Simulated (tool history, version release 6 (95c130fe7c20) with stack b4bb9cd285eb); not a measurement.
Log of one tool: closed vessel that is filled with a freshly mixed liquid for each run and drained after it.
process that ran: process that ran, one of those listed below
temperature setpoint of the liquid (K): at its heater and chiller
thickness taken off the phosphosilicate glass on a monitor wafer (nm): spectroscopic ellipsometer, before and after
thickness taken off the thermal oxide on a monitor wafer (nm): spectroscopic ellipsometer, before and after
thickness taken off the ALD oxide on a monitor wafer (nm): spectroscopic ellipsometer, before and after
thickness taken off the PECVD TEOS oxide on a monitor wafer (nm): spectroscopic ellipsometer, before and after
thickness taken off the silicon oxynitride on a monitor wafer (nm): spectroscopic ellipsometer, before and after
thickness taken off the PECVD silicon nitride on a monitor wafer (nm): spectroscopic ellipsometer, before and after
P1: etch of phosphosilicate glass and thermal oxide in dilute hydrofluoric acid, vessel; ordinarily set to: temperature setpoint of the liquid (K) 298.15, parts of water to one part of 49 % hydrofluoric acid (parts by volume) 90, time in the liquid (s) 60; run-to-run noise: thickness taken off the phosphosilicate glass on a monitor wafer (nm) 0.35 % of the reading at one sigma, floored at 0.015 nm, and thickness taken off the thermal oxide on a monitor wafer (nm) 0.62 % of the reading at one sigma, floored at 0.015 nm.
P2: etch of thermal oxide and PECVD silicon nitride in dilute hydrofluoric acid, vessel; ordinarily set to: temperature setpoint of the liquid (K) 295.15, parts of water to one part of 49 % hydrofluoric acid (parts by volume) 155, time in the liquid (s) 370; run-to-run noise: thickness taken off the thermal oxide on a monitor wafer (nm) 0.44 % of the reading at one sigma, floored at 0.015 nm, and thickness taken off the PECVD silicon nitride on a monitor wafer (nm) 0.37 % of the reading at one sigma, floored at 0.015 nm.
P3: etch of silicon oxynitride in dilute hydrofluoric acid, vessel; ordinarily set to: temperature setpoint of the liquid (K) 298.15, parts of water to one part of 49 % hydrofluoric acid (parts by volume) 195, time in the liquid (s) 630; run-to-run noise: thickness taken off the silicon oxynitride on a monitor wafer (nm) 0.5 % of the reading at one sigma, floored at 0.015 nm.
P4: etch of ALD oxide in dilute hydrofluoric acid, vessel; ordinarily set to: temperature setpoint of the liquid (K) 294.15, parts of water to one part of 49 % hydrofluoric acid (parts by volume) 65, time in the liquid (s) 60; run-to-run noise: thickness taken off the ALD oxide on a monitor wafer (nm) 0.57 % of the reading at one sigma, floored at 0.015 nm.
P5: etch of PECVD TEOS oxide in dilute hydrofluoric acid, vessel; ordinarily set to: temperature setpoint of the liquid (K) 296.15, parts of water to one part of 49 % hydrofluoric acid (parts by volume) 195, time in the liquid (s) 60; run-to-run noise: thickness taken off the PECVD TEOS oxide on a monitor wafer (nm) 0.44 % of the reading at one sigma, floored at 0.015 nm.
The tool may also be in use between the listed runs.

| run | day | process that ran | temperature setpoint of the liquid (K) | parts of water to one part of 49 % hydrofluoric acid (parts by volume) | time in the liquid (s) | thickness taken off the phosphosilicate glass on a monitor wafer (nm) | thickness taken off the thermal oxide on a monitor wafer (nm) | thickness taken off the ALD oxide on a monitor wafer (nm) | thickness taken off the PECVD TEOS oxide on a monitor wafer (nm) | thickness taken off the silicon oxynitride on a monitor wafer (nm) | thickness taken off the PECVD silicon nitride on a monitor wafer (nm) |
|---|---|---|---|---|---|---|---|---|---|---|---|
| 1 | 0.267 | P1 | 298.15 | 90 | 60 | 47.753 | 3.4946 |  |  |  |  |
| 2 | 0.604 | P1 | 298.15 | 90 | 60 | 47.536 | 3.4213 |  |  |  |  |
| 3 | 0.792 | P4 | 294.15 | 65 | 60 |  |  | 15.147 |  |  |  |
| 4 | 1.112 | P5 | 296.15 | 195 | 60 |  |  |  | 6.9038 |  |  |
| 5 | 1.379 | P3 | 305.65 | 195 | 630 |  |  |  |  | 9.5470 |  |
| 6 | 1.600 | P1 | 298.15 | 90 | 60 | 47.351 | 3.4589 |  |  |  |  |
| 7 | 1.875 | P5 | 301.65 | 195 | 60 |  |  |  | 8.3974 |  |  |
| 8 | 2.162 | P1 | 302.15 | 90 | 30 | 27.675 | 2.0432 |  |  |  |  |
| 9 | 2.492 | P1 | 298.15 | 90 | 30 | 23.756 | 1.7590 |  |  |  |  |
| 10 | 2.675 | P2 | 295.15 | 260 | 370 |  | 5.2066 |  |  |  | 5.9740 |
| 11 | 3.025 | P1 | 298.15 | 145 | 60 | 27.415 | 2.0158 |  |  |  |  |
| 12 | 3.300 | P2 | 290.15 | 155 | 370 |  | 8.0654 |  |  |  | 7.1460 |
|  | 3.417 | hydrofluoric acid flow meter replaced |
| 13 | 3.488 | P4 | 294.15 | 40 | 60 |  |  | 25.307 |  |  |  |
| 14 | 3.838 | P3 | 298.15 | 195 | 170 |  |  |  |  | 1.8642 |  |
| 15 | 4.112 | P4 | 290.15 | 65 | 60 |  |  | 12.797 |  |  |  |
| 16 | 4.333 | P4 | 294.15 | 65 | 115 |  |  | 28.825 |  |  |  |
| 17 | 4.492 | P1 | 293.65 | 90 | 60 | 39.668 | 2.9397 |  |  |  |  |
| 18 | 4.692 | P2 | 295.15 | 155 | 370 |  | 9.7972 |  |  |  | 9.9955 |
| 19 | 4.967 | P1 | 298.15 | 90 | 60 | 47.332 | 3.4830 |  |  |  |  |
| 20 | 5.288 | P1 | 298.15 | 90 | 115 | 90.946 | 6.6691 |  |  |  |  |
| 21 | 5.600 | P1 | 298.15 | 90 | 60 | 47.686 | 3.4379 |  |  |  |  |
| 22 | 5.883 | P4 | 294.15 | 65 | 60 |  |  | 15.089 |  |  |  |
| 23 | 6.083 | P1 | 304.15 | 25 | 60 | 240.030 | 17.4250 |  |  |  |  |
| 24 | 6.246 | P1 | 298.15 | 125 | 30 | 16.348 | 1.1900 |  |  |  |  |
| 25 | 6.467 | P2 | 295.15 | 155 | 115 |  | 3.0806 |  |  |  | 3.0876 |
| 26 | 6.675 | P5 | 296.15 | 100 | 60 |  |  |  | 15.0770 |  |  |
| 27 | 6.975 | P1 | 305.15 | 90 | 60 | 61.977 | 4.5398 |  |  |  |  |
| 28 | 7.246 | P3 | 298.15 | 195 | 630 |  |  |  |  | 6.8810 |  |
| 29 | 7.554 | P1 | 298.15 | 90 | 60 | 47.468 | 3.4492 |  |  |  |  |
| 30 | 7.838 | P3 | 298.15 | 75 | 630 |  |  |  |  | 19.8860 |  |
| 31 | 8.017 | P5 | 296.15 | 195 | 30 |  |  |  | 3.4515 |  |  |
| 32 | 8.188 | P1 | 298.15 | 25 | 60 | 186.920 | 13.6490 |  |  |  |  |
| 33 | 8.542 | P1 | 298.15 | 90 | 60 | 47.742 | 3.4768 |  |  |  |  |
| 34 | 8.846 | P1 | 298.15 | 90 | 60 | 46.334 | 3.3604 |  |  |  |  |
| 35 | 9.038 | P1 | 298.15 | 90 | 60 | 45.922 | 3.3520 |  |  |  |  |
| 36 | 9.212 | P1 | 298.15 | 90 | 60 | 45.551 | 3.3157 |  |  |  |  |
| 37 | 9.421 | P1 | 298.15 | 90 | 60 | 45.531 | 3.3098 |  |  |  |  |
| 38 | 9.704 | P1 | 298.15 | 90 | 60 | 45.179 | 3.2740 |  |  |  |  |
| 39 | 10.025 | P1 | 298.15 | 90 | 60 | 44.874 | 3.3067 |  |  |  |  |
| 40 | 10.308 | P1 | 298.15 | 90 | 60 | 45.005 | 3.3069 |  |  |  |  |
| 41 | 10.475 | P1 | 298.15 | 90 | 60 | 44.954 | 3.2859 |  |  |  |  |
| 42 | 10.733 | P1 | 298.15 | 90 | 60 | 44.805 | 3.3124 |  |  |  |  |

The log shows P1 creeping away from where it was. Any of the 2 causes listed here, at the size stated for it, fits the log just as well as the others:
A: liquid colder than its thermometer reads (K) = 1.45
B: hydrofluoric acid flow below the setpoint (%) = 5.03
Onset of the creep was near day 8.542.

Consider the 4 single-wafer check runs listed below, results given as question marks: which one distinguishes between the causes by giving clearly different results for each?
| check 1 | 10.992 | P2 | 290.15 | 155 | 370 |  | ? |  |  |  | ? |
| check 2 | 10.992 | P4 | 294.15 | 65 | 90 |  |  | ? |  |  |  |
| check 3 | 10.992 | P5 | 296.15 | 100 | 60 |  |  |  | ? |  |  |
| check 4 | 10.992 | P3 | 304.65 | 195 | 630 |  |  |  |  | ? |  |

Outcome of each check run for each possible cause:
| check | result | if A | if B |
|---|---|---|---|
| check 1 | thickness taken off the thermal oxide on a monitor wafer (nm) | 7.5975 | 7.5992 |
| check 1 | thickness taken off the PECVD silicon nitride on a monitor wafer (nm) | 6.4553 | 6.7877 |
| check 2 | thickness taken off the ALD oxide on a monitor wafer (nm) | 21.330 | 21.439 |
| check 3 | thickness taken off the PECVD TEOS oxide on a monitor wafer (nm) | 14.0980 | 14.1030 |
| check 4 | thickness taken off the silicon oxynitride on a monitor wafer (nm) | 8.6001 | 8.5926 |
Distance between the nearest two causes, measured in the result of the check that separates them most: check 1 5.02 %; check 2 0.51 %; check 3 0.04 %; check 4 0.09 %
Check 1 is the one run that separates the causes; every other check would come out nearly the same whichever cause is at work.

Check 1 has now been run. It gave: thickness taken off the thermal oxide on a monitor wafer (nm) 7.6149; thickness taken off the PECVD silicon nitride on a monitor wafer (nm) 6.4225. Which of the candidate causes is it?

It is A: liquid colder than its thermometer reads (K).
